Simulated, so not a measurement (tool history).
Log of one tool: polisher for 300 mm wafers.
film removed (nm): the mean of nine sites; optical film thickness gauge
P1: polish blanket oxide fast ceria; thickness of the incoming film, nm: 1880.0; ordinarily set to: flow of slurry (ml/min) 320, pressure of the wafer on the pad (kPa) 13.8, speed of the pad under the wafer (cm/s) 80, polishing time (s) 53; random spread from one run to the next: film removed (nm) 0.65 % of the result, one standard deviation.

run,day,flow of slurry (ml/min),pressure of the wafer on the pad (kPa),speed of the pad under the wafer (cm/s),polishing time (s),wafers polished on this pad,hours since the slurry nozzle was cleaned,hours since the head pressure was calibrated,film removed (nm)
1,0.575,320,13.8,80,53,526,182.6,892.3,558.37
2,1.038,320,13.8,122,53,612,193.7,903.4,845.65
3,1.467,320,13.8,80,53,691,204,913.7,548.34
4,1.862,405,13.8,80,53,764,213.5,923.2,565.37
5,2.371,320,18.6,80,53,859,225.7,935.4,759.8
6,2.838,320,13.8,80,53,945,236.9,946.6,556.26
7,3.3,320,20,80,76,1031,248,957.7,1164.2
8,3.667,320,13.8,80,33,1099,256.8,966.5,348.82
9,4.338,320,6.2,80,53,1223,272.9,982.6,250.79
10,4.95,320,13.8,80,53,1336,287.6,997.3,558.48
11,5.45,320,13.8,48,53,1429,299.6,1009.3,331.98
12,5.871,190,13.8,80,53,1507,309.7,1019.4,529.09
13,6.588,190,13.8,80,66,1639,326.9,1036.6,657.73
14,7.3,320,13.8,80,53,1771,344,1053.7,560.42
15,7.946,320,13.8,80,74,1891,359.5,1069.2,777.24
16,8.488,320,13.8,80,53,1991,372.5,1082.2,561.49
17,9.125,320,13.8,80,53,2109,387.8,1097.5,548.77
18,9.55,320,13.8,80,53,2188,398,1107.7,540.44
19,10.246,320,13.8,80,53,2317,414.7,1124.4,534.39
20,10.996,320,13.8,80,53,2456,432.7,1142.4,531.88
# day 11.579: head pressure recalibrated
21,11.592,320,13.8,80,53,2566,447,0.4,533.98
22,12.292,320,13.8,80,53,2696,463.8,17.2,530.95
23,12.642,320,13.8,80,53,2761,472.2,25.6,528.53
24,13.246,320,13.8,80,53,2872,486.7,40.1,533.05
25,13.871,320,13.8,80,53,2988,501.7,55.1,528.83
26,14.308,320,13.8,80,53,3069,512.2,65.6,534.2

P1 no longer gives what it gave before; its output has crept away from where it was. The following 2 causes, each at its listed size, fit the log equally well:
A: removal rate lost through wear of the pad, % = 5.23
B: slurry flow missing at the pad, % = 39.2
The gradual shift began around day 8.488.
Excluded causes, each with its reason:
head's pressure below its setpoint, %: was serviced at day 11.579, once the creep was under way, yet the earlier output never came back

You are offered 4 check runs, listed below with question marks in place of their results; each one averages 2 wafers. Which run separates the listed causes by giving clearly different results for each?
check 1,14.746,320,6.2,98,53,,,,?
check 2,14.746,320,13.8,98,53,,,,?
check 3,14.746,320,8.3,110,53,,,,?
check 4,14.746,190,13.8,80,53,,,,?

Outcome of each check run for each possible cause:
check,result,if A,if B
check 1,film removed (nm),291.15,291.16
check 2,film removed (nm),646.99,647.02
check 3,film removed (nm),435.73,435.75
check 4,film removed (nm),498.94,482.36
How far apart the two closest causes lie, in the result that separates them most: check 1 0 %; check 2 0 %; check 3 0 %; check 4 3.38 %
The other checks would show nearly matching results whichever cause is true, so check 4 is the only one that separates the causes.

After running check 4, the following was obtained: film removed (nm) 500.28. Which cause does this point to?

The cause is A: removal rate lost through wear of the pad, %.
